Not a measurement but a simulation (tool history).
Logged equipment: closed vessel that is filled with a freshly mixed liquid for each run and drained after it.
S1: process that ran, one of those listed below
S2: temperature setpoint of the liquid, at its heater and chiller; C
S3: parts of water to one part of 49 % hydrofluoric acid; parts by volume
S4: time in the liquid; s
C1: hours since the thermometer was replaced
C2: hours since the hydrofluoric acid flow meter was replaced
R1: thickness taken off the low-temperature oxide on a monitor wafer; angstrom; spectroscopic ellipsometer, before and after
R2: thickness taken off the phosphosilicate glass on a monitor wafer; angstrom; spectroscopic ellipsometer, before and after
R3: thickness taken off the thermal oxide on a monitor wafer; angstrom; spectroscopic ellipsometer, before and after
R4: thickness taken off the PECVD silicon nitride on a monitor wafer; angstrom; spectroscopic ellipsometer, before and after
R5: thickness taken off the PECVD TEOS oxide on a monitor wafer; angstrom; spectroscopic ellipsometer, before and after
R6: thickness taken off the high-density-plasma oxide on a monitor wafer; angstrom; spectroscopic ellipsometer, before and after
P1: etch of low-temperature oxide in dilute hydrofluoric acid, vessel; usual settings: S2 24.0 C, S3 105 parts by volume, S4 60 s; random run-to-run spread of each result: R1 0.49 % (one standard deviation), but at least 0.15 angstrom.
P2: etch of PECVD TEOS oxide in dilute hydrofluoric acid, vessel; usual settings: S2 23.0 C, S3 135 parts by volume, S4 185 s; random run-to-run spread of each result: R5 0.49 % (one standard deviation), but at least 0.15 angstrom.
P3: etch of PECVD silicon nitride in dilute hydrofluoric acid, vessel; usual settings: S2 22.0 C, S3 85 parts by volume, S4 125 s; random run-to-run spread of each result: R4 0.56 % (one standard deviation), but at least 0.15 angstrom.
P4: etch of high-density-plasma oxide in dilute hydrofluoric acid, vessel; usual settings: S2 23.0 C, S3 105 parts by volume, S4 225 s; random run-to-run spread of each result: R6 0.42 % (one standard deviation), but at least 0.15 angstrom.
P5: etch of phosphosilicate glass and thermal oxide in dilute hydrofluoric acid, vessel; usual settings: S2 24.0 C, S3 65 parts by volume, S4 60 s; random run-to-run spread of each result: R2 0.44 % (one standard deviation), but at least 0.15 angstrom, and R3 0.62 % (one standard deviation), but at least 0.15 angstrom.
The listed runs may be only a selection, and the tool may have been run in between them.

run 1 day=0.488 | S1=P1 S2=24.0 S3=105 S4=60 | C1=620.3 C2=1051.9 | R1=172.310
run 2 day=0.854 | S1=P5 S2=29.0 S3=65 S4=60 | C1=629.1 C2=1060.7 | R2=2320.3 R3=55.622
run 3 day=1.525 | S1=P3 S2=22.0 S3=85 S4=225 | C1=645.2 C2=1076.8 | R4=73.642
run 4 day=2.108 | S1=P3 S2=22.0 S3=40 S4=125 | C1=659.2 C2=1090.8 | R4=84.881
run 5 day=2.733 | S1=P2 S2=23.0 S3=40 S4=185 | C1=674.2 C2=1105.8 | R5=414.860
run 6 day=3.229 | S1=P1 S2=24.0 S3=105 S4=100 | C1=686.1 C2=1117.7 | R1=288.200
run 7 day=3.608 | S1=P1 S2=24.0 S3=105 S4=60 | C1=695.2 C2=1126.8 | R1=171.770
run 8 day=4.229 | S1=P5 S2=24.0 S3=95 S4=60 | C1=710.1 C2=1141.7 | R2=1252.4 R3=30.203
run 9 day=4.950 | S1=P1 S2=24.0 S3=105 S4=60 | C1=727.4 C2=1159.0 | R1=170.840
run 10 day=5.329 | S1=P1 S2=24.0 S3=105 S4=60 | C1=736.5 C2=1168.1 | R1=172.700
run 11 day=6.021 | S1=P2 S2=17.0 S3=135 S4=185 | C1=753.1 C2=1184.7 | R5=86.198
run 12 day=6.442 | S1=P4 S2=23.0 S3=50 S4=225 | C1=763.2 C2=1194.8 | R6=311.29
run 13 day=7.008 | S1=P3 S2=22.0 S3=85 S4=125 | C1=776.8 C2=1208.4 | R4=41.037
run 14 day=7.625 | S1=P2 S2=23.0 S3=135 S4=185 | C1=791.6 C2=1223.2 | R5=110.130
run 15 day=8.333 | S1=P1 S2=24.0 S3=105 S4=60 | C1=808.6 C2=1240.2 | R1=172.110
run 16 day=8.775 | S1=P5 S2=24.0 S3=65 S4=100 | C1=819.2 C2=1250.8 | R2=3149.8 R3=76.762
run 17 day=9.129 | S1=P1 S2=31.0 S3=105 S4=60 | C1=827.7 C2=1259.3 | R1=224.610
run 18 day=9.567 | S1=P1 S2=24.0 S3=105 S4=60 | C1=838.2 C2=1269.8 | R1=172.820
run 19 day=10.042 | S1=P1 S2=24.0 S3=35 S4=60 | C1=849.6 C2=1281.2 | R1=564.120
run 20 day=10.504 | S1=P2 S2=23.0 S3=135 S4=30 | C1=860.7 C2=1292.3 | R5=18.091
run 21 day=11.092 | S1=P4 S2=23.0 S3=105 S4=225 | C1=874.8 C2=1306.4 | R6=138.69
run 22 day=11.529 | S1=P4 S2=17.0 S3=105 S4=225 | C1=885.3 C2=1316.9 | R6=108.68
run 23 day=11.908 | S1=P3 S2=17.5 S3=85 S4=125 | C1=894.4 C2=1326.0 | R4=30.232
run 24 day=12.279 | S1=P1 S2=24.0 S3=165 S4=60 | C1=903.3 C2=1334.9 | R1=102.840
run 25 day=12.671 | S1=P4 S2=23.0 S3=105 S4=350 | C1=912.7 C2=1344.3 | R6=215.34
run 26 day=13.217 | S1=P1 S2=24.0 S3=105 S4=30 | C1=925.8 C2=1357.4 | R1=86.494
run 27 day=13.588 | S1=P1 S2=18.0 S3=105 S4=60 | C1=934.7 C2=1366.3 | R1=135.820
run 28 day=14.154 | S1=P5 S2=24.0 S3=65 S4=60 | C1=948.3 C2=1379.9 | R2=1900.6 R3=45.743
run 29 day=14.504 | S1=P3 S2=22.0 S3=85 S4=125 | C1=956.7 C2=1388.3 | R4=40.510
run 30 day=14.946 | S1=P1 S2=24.0 S3=170 S4=30 | C1=967.3 C2=1398.9 | R1=49.278
run 31 day=15.267 | S1=P1 S2=24.0 S3=105 S4=60 | C1=975.0 C2=1406.6 | R1=172.740
run 32 day=15.654 | S1=P1 S2=24.0 S3=105 S4=60 | C1=984.3 C2=1415.9 | R1=167.080
run 33 day=16.025 | S1=P1 S2=24.0 S3=105 S4=60 | C1=993.2 C2=1424.8 | R1=162.440
run 34 day=16.438 | S1=P1 S2=24.0 S3=105 S4=60 | C1=1003.1 C2=1434.7 | R1=161.450
run 35 day=16.783 | S1=P1 S2=24.0 S3=105 S4=60 | C1=1011.4 C2=1443.0 | R1=159.240
run 36 day=17.317 | S1=P1 S2=24.0 S3=105 S4=60 | C1=1024.2 C2=1455.8 | R1=157.450
run 37 day=17.812 | S1=P1 S2=24.0 S3=105 S4=60 | C1=1036.1 C2=1467.7 | R1=159.020
run 38 day=18.525 | S1=P1 S2=24.0 S3=105 S4=60 | C1=1053.2 C2=1484.8 | R1=157.440

What will run 39 give?
run 39 day=19.162 | S1=P1 S2=24.0 S3=105 S4=60 | C1=1068.5 C2=1500.1 | R1=?

{"run 39": {"R1": 155.79}}
